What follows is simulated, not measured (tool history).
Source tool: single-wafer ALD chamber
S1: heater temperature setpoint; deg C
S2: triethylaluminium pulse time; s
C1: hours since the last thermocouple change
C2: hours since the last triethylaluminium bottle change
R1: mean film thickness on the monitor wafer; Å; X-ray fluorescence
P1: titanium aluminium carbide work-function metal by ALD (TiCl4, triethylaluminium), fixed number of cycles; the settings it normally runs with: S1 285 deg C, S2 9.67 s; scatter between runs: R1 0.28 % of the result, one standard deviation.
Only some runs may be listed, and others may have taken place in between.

| run | day | S1 | S2 | C1 | C2 | R1 |
|---|---|---|---|---|---|---|
| 1 | 0.638 | 285 | 9.67 | 1919.2 | 341.5 | 18.916 |
| 2 | 1.15 | 285 | 9.67 | 1931.5 | 353.8 | 19.013 |
| 3 | 1.646 | 285 | 9.67 | 1943.4 | 365.7 | 18.992 |
| 4 | 2.042 | 301 | 4.96 | 1952.9 | 375.2 | 17.241 |
| 5 | 2.596 | 285 | 9.67 | 1966.2 | 388.5 | 18.887 |
| 6 | 3.038 | 285 | 9.67 | 1976.8 | 399.1 | 19.008 |
| 7 | 3.558 | 285 | 3.48 | 1989.3 | 411.6 | 13.808 |
| 8 | 4.158 | 298 | 5.91 | 2003.7 | 426 | 18.017 |
| 9 | 4.55 | 285 | 9.67 | 2013.1 | 435.4 | 18.899 |
| 10 | 4.996 | 285 | 13.24 | 2023.8 | 446.1 | 19.513 |
| 11 | 5.592 | 269 | 9.67 | 2038.1 | 460.4 | 17.537 |
| 12 | 6.104 | 308 | 9.67 | 2050.4 | 472.7 | 20.977 |
| 13 | 6.504 | 297 | 12.59 | 2060 | 482.3 | 20.463 |
| 14 | 6.871 | 285 | 9.67 | 2068.8 | 491.1 | 19.002 |
| 15 | 7.296 | 285 | 9.67 | 2079 | 501.3 | 18.797 |
| 16 | 7.883 | 285 | 9.67 | 2093.1 | 515.4 | 18.819 |
| 17 | 8.275 | 285 | 9.67 | 2102.5 | 524.8 | 18.656 |
| 18 | 8.725 | 285 | 9.67 | 2113.3 | 535.6 | 18.707 |
| 19 | 9.375 | 285 | 9.67 | 2128.9 | 551.2 | 18.705 |
| 20 | 10.038 | 285 | 9.67 | 2144.8 | 567.1 | 18.599 |
| 21 | 10.675 | 285 | 9.67 | 2160.1 | 582.4 | 18.658 |

Something has made what P1 gives creep away from where it was; the 2 causes below, each at its own stated size, fit the log equally well:
A: triethylaluminium dose below that of a fresh bottle (%) = 10.5
B: wafer temperature below the value expected at the setpoint (K) = 3.39
The gradual shift began around day 6.871.

Which of the 4 check runs listed below separates the causes, so that each cause would produce a clearly different result? Each run uses one wafer, and its results are marked with question marks.
| check 1 | 11.312 | 294 | 9.67 |  |  | ? |
| check 2 | 11.312 | 302 | 3.82 |  |  | ? |
| check 3 | 11.312 | 303 | 12.49 |  |  | ? |
| check 4 | 11.312 | 273 | 9.67 |  |  | ? |

Predicted outcomes, by check and by cause:
| check | result | if A | if B |
|---|---|---|---|
| check 1 | R1 | 19.44 | 19.449 |
| check 2 | R1 | 14.682 | 15.298 |
| check 3 | R1 | 20.846 | 20.704 |
| check 4 | R1 | 17.647 | 17.635 |
Per check, the gap between the least separated pair of causes, taken in the result that splits them most: check 1 0.05 %; check 2 4.11 %; check 3 0.68 %; check 4 0.07 %
Check 2 tells the causes apart: in the others they would give nearly the same result.

Check 2 was carried out, with these results: R1 15.346 Å. Which of the listed causes is responsible?

It was cause B: wafer temperature below the value expected at the setpoint (K).
